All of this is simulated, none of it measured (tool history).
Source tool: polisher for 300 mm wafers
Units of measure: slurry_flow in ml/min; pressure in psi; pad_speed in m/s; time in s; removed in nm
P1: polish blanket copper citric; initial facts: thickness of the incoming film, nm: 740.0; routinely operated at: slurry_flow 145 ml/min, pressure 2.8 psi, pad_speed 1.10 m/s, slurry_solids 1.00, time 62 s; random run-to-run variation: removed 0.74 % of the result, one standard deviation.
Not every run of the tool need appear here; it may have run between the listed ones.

run	hour	slurry_flow	pressure	pad_speed	slurry_solids	time	removed
1	7.4	145	2.8	1.10	1.00	62	157.920
2	14.3	145	2.8	0.56	1.00	62	81.005
3	19.0	145	1.9	1.10	1.00	62	108.740
4	23.3	145	2.8	1.10	1.00	62	156.540
5	32.9	145	3.9	1.10	1.00	62	217.360
6	38.5	145	2.8	1.10	1.00	62	159.720
7	46.5	145	2.8	1.10	1.00	94	240.930
8	53.2	145	2.8	1.10	0.60	62	142.560
9	61.2	145	2.8	1.10	1.00	62	155.810
10	67.6	145	2.8	1.68	1.00	62	238.790
11	77.5	145	2.8	1.10	1.00	30	76.704
12	84.0	145	2.8	1.10	1.00	62	157.130
13	90.1	145	2.8	1.10	1.00	62	159.520
14	98.1	200	2.8	1.10	1.40	62	178.870
# hour 100.2: head pressure recalibrated
15	104.8	225	2.8	1.10	1.00	62	166.660
16	111.6	85	2.8	1.10	1.00	62	141.700
17	117.6	145	2.8	1.10	1.45	62	171.530
18	122.8	145	2.8	1.10	1.00	62	159.160
19	130.3	145	2.8	1.10	1.00	62	155.110
20	139.7	145	2.8	1.10	1.00	62	152.530
21	147.3	145	2.8	1.10	1.00	62	147.650
22	155.1	145	2.8	1.10	1.00	62	149.320
23	163.9	145	2.8	1.10	1.00	62	147.490
# hour 164.9: head pressure recalibrated
24	168.3	145	2.8	1.10	1.00	62	148.200
25	175.0	145	2.8	1.10	1.00	62	147.590
# hour 177.5: worn pad replaced by a new one
26	179.6	145	2.8	1.10	1.00	62	145.400
27	186.3	145	2.8	1.10	1.00	62	147.840
28	193.8	145	2.8	1.10	1.00	62	146.320
29	201.8	145	2.8	1.10	1.00	62	147.200

Compared with where it was, what P1 gives has crept away. Each cause listed below fits the log as well as the rest, at the size given for it:
A: abrasive missing from the slurry, % = 29.6
B: slurry flow missing at the pad, % = 29.4
Creep in the process output first set in at about hour 122.8.
Why every other cause is out:
removal rate lost through wear of the pad, %: serviced at hour 177.5, after the drift had started, without restoring the earlier output
head's pressure below its setpoint, %: serviced at hour 164.9, after the drift had started, without restoring the earlier output

Of the 4 check runs below, each run on 2 wafers with the results averaged and each result still a question mark, which one would tell the listed causes apart?
check 1	209.8	145	2.8	1.10	0.70	90	?
check 2	209.8	145	2.8	1.68	1.35	62	?
check 3	209.8	145	3.9	1.10	0.70	62	?
check 4	209.8	85	2.8	0.86	1.00	62	?

Predicted outcomes, by check and by cause:
check	result	if A	if B
check 1	removed	198.690	198.050
check 2	removed	237.150	237.800
check 3	removed	189.390	188.780
check 4	removed	102.280	97.934
Per check, the gap between the least separated pair of causes, taken in the result that splits them most: check 1 0.32 %; check 2 0.27 %; check 3 0.32 %; check 4 4.34 %
Check 4 tells the causes apart: in the others they would give nearly the same result.

With check 4 done, the readings were: removed 102.090 nm. Identify which of the listed causes applies.

Of the candidate causes, it is A: abrasive missing from the slurry, %.

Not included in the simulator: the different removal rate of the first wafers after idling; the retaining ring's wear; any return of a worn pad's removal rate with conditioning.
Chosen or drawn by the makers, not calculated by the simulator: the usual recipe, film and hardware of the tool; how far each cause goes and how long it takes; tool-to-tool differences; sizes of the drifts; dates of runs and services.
